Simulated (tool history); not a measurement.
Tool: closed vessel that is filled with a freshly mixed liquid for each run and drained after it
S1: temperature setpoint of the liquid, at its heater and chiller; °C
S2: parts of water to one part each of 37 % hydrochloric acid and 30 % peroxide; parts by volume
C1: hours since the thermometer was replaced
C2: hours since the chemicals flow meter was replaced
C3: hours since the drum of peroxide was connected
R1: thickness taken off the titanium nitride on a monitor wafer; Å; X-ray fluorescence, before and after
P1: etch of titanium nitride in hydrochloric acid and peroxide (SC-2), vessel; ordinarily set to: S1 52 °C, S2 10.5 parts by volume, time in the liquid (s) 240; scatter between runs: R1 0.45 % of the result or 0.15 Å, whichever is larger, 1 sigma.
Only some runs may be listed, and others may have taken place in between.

Run 1, hour 10.2: S1 52 °C, S2 10.5 parts by volume, time in the liquid (s) 240; C1 788.8; C2 355.5; C3 131.4. Result: R1 76.421 Å.
Run 2, hour 24.5: S1 61 °C, S2 10.5 parts by volume, time in the liquid (s) 240; C1 803.1; C2 369.8; C3 145.7. Result: R1 135.59 Å.
Run 3, hour 34.2: S1 44 °C, S2 10.5 parts by volume, time in the liquid (s) 35; C1 812.8; C2 379.5; C3 155.4. Result: R1 6.4339 Å.
Run 4, hour 44.3: S1 52 °C, S2 10.5 parts by volume, time in the liquid (s) 240; C1 822.9; C2 389.6; C3 165.5. Result: R1 76.131 Å.
Run 5, hour 53.7: S1 52 °C, S2 4 parts by volume, time in the liquid (s) 240; C1 832.3; C2 399; C3 174.9. Result: R1 158.45 Å.
Run 6, hour 61.6: S1 52 °C, S2 10.5 parts by volume, time in the liquid (s) 45; C1 840.2; C2 406.9; C3 182.8. Result: R1 14.303 Å.
Run 7, hour 75.5: S1 52 °C, S2 10.5 parts by volume, time in the liquid (s) 240; C1 854.1; C2 420.8; C3 196.7. Result: R1 76.076 Å.
Run 8, hour 83.9: S1 52 °C, S2 10.5 parts by volume, time in the liquid (s) 450; C1 862.5; C2 429.2; C3 205.1. Result: R1 142.67 Å.
Run 9, hour 98.9: S1 52 °C, S2 10.5 parts by volume, time in the liquid (s) 240; C1 877.5; C2 444.2; C3 220.1. Result: R1 76.432 Å.
Run 10, hour 108.2: S1 52 °C, S2 18 parts by volume, time in the liquid (s) 240; C1 886.8; C2 453.5; C3 229.4. Result: R1 47.431 Å.
Run 11, hour 117.4: S1 52 °C, S2 10.5 parts by volume, time in the liquid (s) 240; C1 896; C2 462.7; C3 238.6. Result: R1 76.832 Å.
Run 12, hour 133.1: S1 52 °C, S2 7.5 parts by volume, time in the liquid (s) 410; C1 911.7; C2 478.4; C3 254.3. Result: R1 169.61 Å.
Run 13, hour 145.5: S1 35.5 °C, S2 10.5 parts by volume, time in the liquid (s) 240; C1 924.1; C2 490.8; C3 266.7. Result: R1 24.564 Å.
Run 14, hour 158.1: S1 37 °C, S2 10.5 parts by volume, time in the liquid (s) 400; C1 936.7; C2 503.4; C3 279.3. Result: R1 45.191 Å.
Run 15, hour 171.3: S1 52 °C, S2 10.5 parts by volume, time in the liquid (s) 240; C1 949.9; C2 516.6; C3 292.5. Result: R1 76.091 Å.
Run 16, hour 179.4: S1 52 °C, S2 10.5 parts by volume, time in the liquid (s) 240; C1 958; C2 524.7; C3 300.6. Result: R1 74.577 Å.
Run 17, hour 192.6: S1 52 °C, S2 10.5 parts by volume, time in the liquid (s) 240; C1 971.2; C2 537.9; C3 313.8. Result: R1 73.037 Å.
Run 18, hour 204.1: S1 52 °C, S2 10.5 parts by volume, time in the liquid (s) 240; C1 982.7; C2 549.4; C3 325.3. Result: R1 71.148 Å.
Run 19, hour 218.3: S1 52 °C, S2 10.5 parts by volume, time in the liquid (s) 240; C1 996.9; C2 563.6; C3 339.5. Result: R1 70.451 Å.
Run 20, hour 228.1: S1 52 °C, S2 10.5 parts by volume, time in the liquid (s) 240; C1 1006.7; C2 573.4; C3 349.3. Result: R1 69.203 Å.
Run 21, hour 236.8: S1 52 °C, S2 10.5 parts by volume, time in the liquid (s) 240; C1 1015.4; C2 582.1; C3 358. Result: R1 69.02 Å.
Run 22, hour 247.7: S1 52 °C, S2 10.5 parts by volume, time in the liquid (s) 240; C1 1026.3; C2 593; C3 368.9. Result: R1 69.022 Å.

Run 23 is up next; what results do you expect?
At hour 254: new drum of peroxide connected.
Run 23, hour 257.4: S1 52 °C, S2 10.5 parts by volume, time in the liquid (s) 240; C1 1036; C2 602.7; C3 3.5. Result: R1 ?.

Run 23 measured R1 69.487 Å.
